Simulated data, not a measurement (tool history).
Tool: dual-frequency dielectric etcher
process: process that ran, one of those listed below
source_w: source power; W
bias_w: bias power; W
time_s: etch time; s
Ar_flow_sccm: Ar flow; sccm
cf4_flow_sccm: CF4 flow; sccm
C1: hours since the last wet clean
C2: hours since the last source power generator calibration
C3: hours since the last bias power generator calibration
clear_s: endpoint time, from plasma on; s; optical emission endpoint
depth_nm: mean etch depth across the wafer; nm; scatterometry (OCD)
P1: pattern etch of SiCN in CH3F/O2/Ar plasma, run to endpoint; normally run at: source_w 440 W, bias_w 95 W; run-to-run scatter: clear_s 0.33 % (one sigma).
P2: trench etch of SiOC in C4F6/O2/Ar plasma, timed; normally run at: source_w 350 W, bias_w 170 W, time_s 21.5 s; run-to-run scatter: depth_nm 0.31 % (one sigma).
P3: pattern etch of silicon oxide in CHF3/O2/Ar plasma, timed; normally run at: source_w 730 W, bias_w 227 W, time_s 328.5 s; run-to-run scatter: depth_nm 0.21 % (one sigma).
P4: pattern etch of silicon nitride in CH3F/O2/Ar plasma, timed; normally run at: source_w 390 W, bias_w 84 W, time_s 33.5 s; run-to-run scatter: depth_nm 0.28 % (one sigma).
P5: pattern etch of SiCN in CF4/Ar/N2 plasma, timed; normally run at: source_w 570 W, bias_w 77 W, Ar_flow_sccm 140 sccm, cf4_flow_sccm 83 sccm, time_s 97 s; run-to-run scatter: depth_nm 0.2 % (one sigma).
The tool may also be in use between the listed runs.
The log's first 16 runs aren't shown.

{"run": 17, "hour": 117.0, "process": "P2", "source_w": 350, "bias_w": 170, "time_s": 21.5, "C1": 432.8, "C2": 2841.7, "C3": 627.8, "depth_nm": 43.032}
{"run": 18, "hour": 126.3, "process": "P5", "source_w": 570, "bias_w": 77, "time_s": 97, "Ar_flow_sccm": 140, "cf4_flow_sccm": 51, "C1": 442.1, "C2": 2851, "C3": 637.1, "depth_nm": 91.925}
{"run": 19, "hour": 130.9, "process": "P4", "source_w": 390, "bias_w": 84, "time_s": 18.5, "C1": 446.7, "C2": 2855.6, "C3": 641.7, "depth_nm": 13.25}
{"run": 20, "hour": 140.8, "process": "P3", "source_w": 730, "bias_w": 227, "time_s": 328.5, "C1": 456.6, "C2": 2865.5, "C3": 651.6, "depth_nm": 747.92}
{"run": 21, "hour": 150.0, "process": "P1", "source_w": 550, "bias_w": 95, "C1": 465.8, "C2": 2874.7, "C3": 660.8, "clear_s": 23.357}
{"run": 22, "hour": 158.3, "process": "P4", "source_w": 390, "bias_w": 84, "time_s": 33.5, "C1": 474.1, "C2": 2883, "C3": 669.1, "depth_nm": 23.824}
{"run": 23, "hour": 166.9, "process": "P5", "source_w": 570, "bias_w": 53, "time_s": 97, "Ar_flow_sccm": 140, "cf4_flow_sccm": 83, "C1": 482.7, "C2": 2891.6, "C3": 677.7, "depth_nm": 87.749}
{"run": 24, "hour": 174.1, "process": "P5", "source_w": 570, "bias_w": 77, "time_s": 97, "Ar_flow_sccm": 140, "cf4_flow_sccm": 83, "C1": 489.9, "C2": 2898.8, "C3": 684.9, "depth_nm": 99.7}
{"run": 25, "hour": 182.3, "process": "P1", "source_w": 440, "bias_w": 122, "C1": 498.1, "C2": 2907, "C3": 693.1, "clear_s": 23.242}
{"run": 26, "hour": 186.9, "process": "P5", "source_w": 570, "bias_w": 77, "time_s": 97, "Ar_flow_sccm": 172, "cf4_flow_sccm": 83, "C1": 502.7, "C2": 2911.6, "C3": 697.7, "depth_nm": 96.436}
{"run": 27, "hour": 192.9, "process": "P3", "source_w": 730, "bias_w": 227, "time_s": 224.5, "C1": 508.7, "C2": 2917.6, "C3": 703.7, "depth_nm": 515.03}
{"run": 28, "hour": 201.5, "process": "P4", "source_w": 290, "bias_w": 84, "time_s": 33.5, "C1": 517.3, "C2": 2926.2, "C3": 712.3, "depth_nm": 21.444}
{"run": 29, "hour": 210.9, "process": "P3", "source_w": 870, "bias_w": 227, "time_s": 328.5, "C1": 526.7, "C2": 2935.6, "C3": 721.7, "depth_nm": 802.98}
{"run": 30, "hour": 217.3, "process": "P5", "source_w": 570, "bias_w": 77, "time_s": 63.5, "Ar_flow_sccm": 140, "cf4_flow_sccm": 83, "C1": 533.1, "C2": 2942, "C3": 728.1, "depth_nm": 65.161}
{"run": 31, "hour": 226.2, "process": "P5", "source_w": 570, "bias_w": 77, "time_s": 97, "Ar_flow_sccm": 140, "cf4_flow_sccm": 83, "C1": 542, "C2": 2950.9, "C3": 737, "depth_nm": 99.752}
{"run": 32, "hour": 234.9, "process": "P1", "source_w": 440, "bias_w": 95, "C1": 550.7, "C2": 2959.6, "C3": 745.7, "clear_s": 25.555}
{"run": 33, "hour": 244.5, "process": "P1", "source_w": 440, "bias_w": 95, "C1": 560.3, "C2": 2969.2, "C3": 755.3, "clear_s": 25.338}
{"run": 34, "hour": 250.9, "process": "P1", "source_w": 440, "bias_w": 95, "C1": 566.7, "C2": 2975.6, "C3": 761.7, "clear_s": 25.33}
{"run": 35, "hour": 257.7, "process": "P1", "source_w": 440, "bias_w": 95, "C1": 573.5, "C2": 2982.4, "C3": 768.5, "clear_s": 25.229}
{"hour": 261.6, "done": "wet clean of the chamber"}
{"run": 36, "hour": 265.1, "process": "P1", "source_w": 440, "bias_w": 95, "C1": 3.5, "C2": 2989.8, "C3": 775.9, "clear_s": 25.16}
{"run": 37, "hour": 269.6, "process": "P1", "source_w": 440, "bias_w": 95, "C1": 8, "C2": 2994.3, "C3": 780.4, "clear_s": 25.095}
{"run": 38, "hour": 277.2, "process": "P1", "source_w": 440, "bias_w": 95, "C1": 15.6, "C2": 3001.9, "C3": 788, "clear_s": 25.245}
{"run": 39, "hour": 282.3, "process": "P1", "source_w": 440, "bias_w": 95, "C1": 20.7, "C2": 3007, "C3": 793.1, "clear_s": 25.137}

The next listed run, before its measurement:
{"run": 40, "hour": 290.4, "process": "P1", "source_w": 440, "bias_w": 95, "C1": 28.8, "C2": 3015.1, "C3": 801.2, "clear_s": "?"}

{"run 40": {"clear_s": 25.033}}
